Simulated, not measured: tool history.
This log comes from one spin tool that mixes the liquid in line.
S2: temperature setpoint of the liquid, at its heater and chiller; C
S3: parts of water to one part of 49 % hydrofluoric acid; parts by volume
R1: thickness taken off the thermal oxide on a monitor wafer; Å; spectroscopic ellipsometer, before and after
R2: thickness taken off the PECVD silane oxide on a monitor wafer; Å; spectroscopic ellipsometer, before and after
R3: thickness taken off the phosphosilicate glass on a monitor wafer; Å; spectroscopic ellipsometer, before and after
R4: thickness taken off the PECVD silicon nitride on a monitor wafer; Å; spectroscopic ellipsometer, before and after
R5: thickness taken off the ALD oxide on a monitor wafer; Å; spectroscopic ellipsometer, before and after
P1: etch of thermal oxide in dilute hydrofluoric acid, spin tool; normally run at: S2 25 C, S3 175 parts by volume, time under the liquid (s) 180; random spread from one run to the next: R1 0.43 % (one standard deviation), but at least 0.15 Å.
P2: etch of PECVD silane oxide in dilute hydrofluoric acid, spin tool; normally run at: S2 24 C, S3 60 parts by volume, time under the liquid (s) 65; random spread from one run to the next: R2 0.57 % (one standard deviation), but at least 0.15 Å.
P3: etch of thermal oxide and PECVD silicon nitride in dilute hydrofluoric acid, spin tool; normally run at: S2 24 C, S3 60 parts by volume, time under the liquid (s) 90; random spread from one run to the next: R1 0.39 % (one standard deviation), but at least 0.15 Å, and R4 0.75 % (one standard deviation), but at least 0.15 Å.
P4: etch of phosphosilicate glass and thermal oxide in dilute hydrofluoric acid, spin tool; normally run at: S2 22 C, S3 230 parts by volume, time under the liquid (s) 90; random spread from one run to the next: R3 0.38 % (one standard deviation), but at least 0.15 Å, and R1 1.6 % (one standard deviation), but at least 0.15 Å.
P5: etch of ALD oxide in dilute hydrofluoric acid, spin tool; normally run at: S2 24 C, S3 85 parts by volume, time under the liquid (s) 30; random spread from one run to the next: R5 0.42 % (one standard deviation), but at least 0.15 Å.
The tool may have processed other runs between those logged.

{"run": 1, "day": 0.183, "process that ran": "P1", "S2": 25, "S3": 175, "time under the liquid (s)": 180, "R1": 47.763}
{"run": 2, "day": 0.454, "process that ran": "P2", "S2": 24, "S3": 60, "time under the liquid (s)": 65, "R2": 403.88}
{"run": 3, "day": 0.762, "process that ran": "P4", "S2": 22, "S3": 230, "time under the liquid (s)": 35, "R1": 5.4811, "R3": 122.85}
{"run": 4, "day": 0.917, "process that ran": "P1", "S2": 30, "S3": 175, "time under the liquid (s)": 180, "R1": 56.942}
{"run": 5, "day": 1.1, "process that ran": "P3", "S2": 24, "S3": 20, "time under the liquid (s)": 90, "R1": 229.39, "R4": 87.526}
{"run": 6, "day": 1.312, "process that ran": "P4", "S2": 22, "S3": 380, "time under the liquid (s)": 90, "R1": 7.353, "R3": 165.2}
{"run": 7, "day": 1.6, "process that ran": "P1", "S2": 25, "S3": 175, "time under the liquid (s)": 100, "R1": 26.569}
{"run": 8, "day": 1.804, "process that ran": "P1", "S2": 25, "S3": 175, "time under the liquid (s)": 180, "R1": 47.666}
{"run": 9, "day": 1.946, "process that ran": "P5", "S2": 24, "S3": 85, "time under the liquid (s)": 30, "R5": 48.91}
{"run": 10, "day": 2.192, "process that ran": "P1", "S2": 25, "S3": 25, "time under the liquid (s)": 180, "R1": 401.78}
{"run": 11, "day": 2.5, "process that ran": "P1", "S2": 18.5, "S3": 175, "time under the liquid (s)": 180, "R1": 37.559}
{"run": 12, "day": 2.688, "process that ran": "P1", "S2": 25, "S3": 175, "time under the liquid (s)": 300, "R1": 78.997}
{"run": 13, "day": 2.9, "process that ran": "P4", "S2": 22, "S3": 230, "time under the liquid (s)": 90, "R1": 14.346, "R3": 313.56}
{"run": 14, "day": 3.071, "process that ran": "P2", "S2": 24, "S3": 60, "time under the liquid (s)": 65, "R2": 406.26}
{"run": 15, "day": 3.338, "process that ran": "P4", "S2": 26.5, "S3": 230, "time under the liquid (s)": 90, "R1": 16.718, "R3": 368.24}
{"run": 16, "day": 3.579, "process that ran": "P2", "S2": 31, "S3": 60, "time under the liquid (s)": 65, "R2": 533.9}
{"run": 17, "day": 3.717, "process that ran": "P3", "S2": 24, "S3": 60, "time under the liquid (s)": 90, "R1": 72.941, "R4": 29.561}
{"run": 18, "day": 3.908, "process that ran": "P1", "S2": 25, "S3": 175, "time under the liquid (s)": 180, "R1": 47.921}
{"run": 19, "day": 4.192, "process that ran": "P3", "S2": 24, "S3": 60, "time under the liquid (s)": 40, "R1": 32.29, "R4": 13.265}
{"run": 20, "day": 4.383, "process that ran": "P2", "S2": 24, "S3": 110, "time under the liquid (s)": 65, "R2": 204.55}
{"day": 4.479, "done": "thermometer replaced"}
{"run": 21, "day": 4.65, "process that ran": "P1", "S2": 25, "S3": 175, "time under the liquid (s)": 180, "R1": 47.795}
{"run": 22, "day": 4.921, "process that ran": "P1", "S2": 25, "S3": 305, "time under the liquid (s)": 180, "R1": 23.911}
{"run": 23, "day": 5.129, "process that ran": "P1", "S2": 32, "S3": 175, "time under the liquid (s)": 60, "R1": 20.537}
{"day": 5.175, "done": "hydrofluoric acid flow meter replaced"}
{"run": 24, "day": 5.267, "process that ran": "P2", "S2": 24, "S3": 60, "time under the liquid (s)": 15, "R2": 92.775}
{"run": 25, "day": 5.492, "process that ran": "P5", "S2": 24, "S3": 85, "time under the liquid (s)": 60, "R5": 97.547}
{"run": 26, "day": 5.712, "process that ran": "P1", "S2": 25, "S3": 175, "time under the liquid (s)": 180, "R1": 47.735}
{"run": 27, "day": 5.929, "process that ran": "P1", "S2": 25, "S3": 175, "time under the liquid (s)": 180, "R1": 48.129}
{"run": 28, "day": 6.238, "process that ran": "P5", "S2": 24, "S3": 35, "time under the liquid (s)": 30, "R5": 126.11}
{"run": 29, "day": 6.488, "process that ran": "P1", "S2": 20.5, "S3": 80, "time under the liquid (s)": 180, "R1": 97.883}
{"run": 30, "day": 6.775, "process that ran": "P5", "S2": 24, "S3": 85, "time under the liquid (s)": 30, "R5": 48.625}
{"run": 31, "day": 6.933, "process that ran": "P3", "S2": 30.5, "S3": 60, "time under the liquid (s)": 90, "R1": 93.979, "R4": 45.168}
{"run": 32, "day": 7.071, "process that ran": "P1", "S2": 18, "S3": 175, "time under the liquid (s)": 35, "R1": 7.1294}
{"run": 33, "day": 7.212, "process that ran": "P1", "S2": 25, "S3": 175, "time under the liquid (s)": 180, "R1": 47.128}
{"run": 34, "day": 7.475, "process that ran": "P5", "S2": 32, "S3": 85, "time under the liquid (s)": 30, "R5": 66.707}
{"run": 35, "day": 7.65, "process that ran": "P1", "S2": 25, "S3": 175, "time under the liquid (s)": 180, "R1": 47.554}
{"run": 36, "day": 7.933, "process that ran": "P1", "S2": 25, "S3": 175, "time under the liquid (s)": 180, "R1": 46.595}
{"run": 37, "day": 8.233, "process that ran": "P1", "S2": 25, "S3": 175, "time under the liquid (s)": 180, "R1": 45.458}
{"run": 38, "day": 8.412, "process that ran": "P1", "S2": 25, "S3": 175, "time under the liquid (s)": 180, "R1": 45.385}
{"run": 39, "day": 8.612, "process that ran": "P1", "S2": 25, "S3": 175, "time under the liquid (s)": 180, "R1": 44.956}
{"run": 40, "day": 8.821, "process that ran": "P1", "S2": 25, "S3": 175, "time under the liquid (s)": 180, "R1": 44.904}
{"run": 41, "day": 9.033, "process that ran": "P1", "S2": 25, "S3": 175, "time under the liquid (s)": 180, "R1": 44.778}
{"run": 42, "day": 9.171, "process that ran": "P1", "S2": 25, "S3": 175, "time under the liquid (s)": 180, "R1": 44.299}
{"run": 43, "day": 9.358, "process that ran": "P1", "S2": 25, "S3": 175, "time under the liquid (s)": 180, "R1": 44.567}
{"run": 44, "day": 9.55, "process that ran": "P1", "S2": 25, "S3": 175, "time under the liquid (s)": 180, "R1": 45.178}
{"run": 45, "day": 9.796, "process that ran": "P1", "S2": 25, "S3": 175, "time under the liquid (s)": 180, "R1": 44.402}

What P1 gives has crept off from where it sat before. The 2 causes that follow fit the log equally well, each at the size noted:
A: liquid colder than its thermometer reads (K) = 1.85
B: hydrofluoric acid flow below the setpoint (%) = 5.61
The onset of the drift is placed at about day 7.65.

4 check runs are offered, one wafer each, their results left as question marks. Which one tells the causes apart?
{"run": "check 1", "day": 10.042, "process that ran": "P5", "S2": 24, "S3": 85, "time under the liquid (s)": 30, "R5": "?"}
{"run": "check 2", "day": 10.042, "process that ran": "P2", "S2": 24, "S3": 60, "time under the liquid (s)": 65, "R2": "?"}
{"run": "check 3", "day": 10.042, "process that ran": "P3", "S2": 24, "S3": 60, "time under the liquid (s)": 90, "R1": "?", "R4": "?"}
{"run": "check 4", "day": 10.042, "process that ran": "P4", "S2": 22, "S3": 230, "time under the liquid (s)": 90, "R1": "?", "R3": "?"}

Outcome of each check run for each possible cause:
check=check_1 result=R5 if_A=45.258 if_B=45.744
check=check_2 result=R2 if_A=374.29 if_B=379.44
check=check_3 result=R1 if_A=67.376 if_B=68.303
check=check_3 result=R4 if_A=26.414 if_B=28.281
check=check_4 result=R1 if_A=13.628 if_B=13.602
check=check_4 result=R3 if_A=293.87 if_B=293.31
Gap, in per cent, between the two causes that each check separates least, read from the result that separates them most: check 1 1.07 %; check 2 1.37 %; check 3 6.83 %; check 4 0.19 %
Only check 3 tells the causes apart: in the others they would give nearly the same result.

Then check 3 was run and gave: R1 68.557 Å; R4 28.547 Å. Which cause is it?

It was cause B: hydrofluoric acid flow below the setpoint (%).
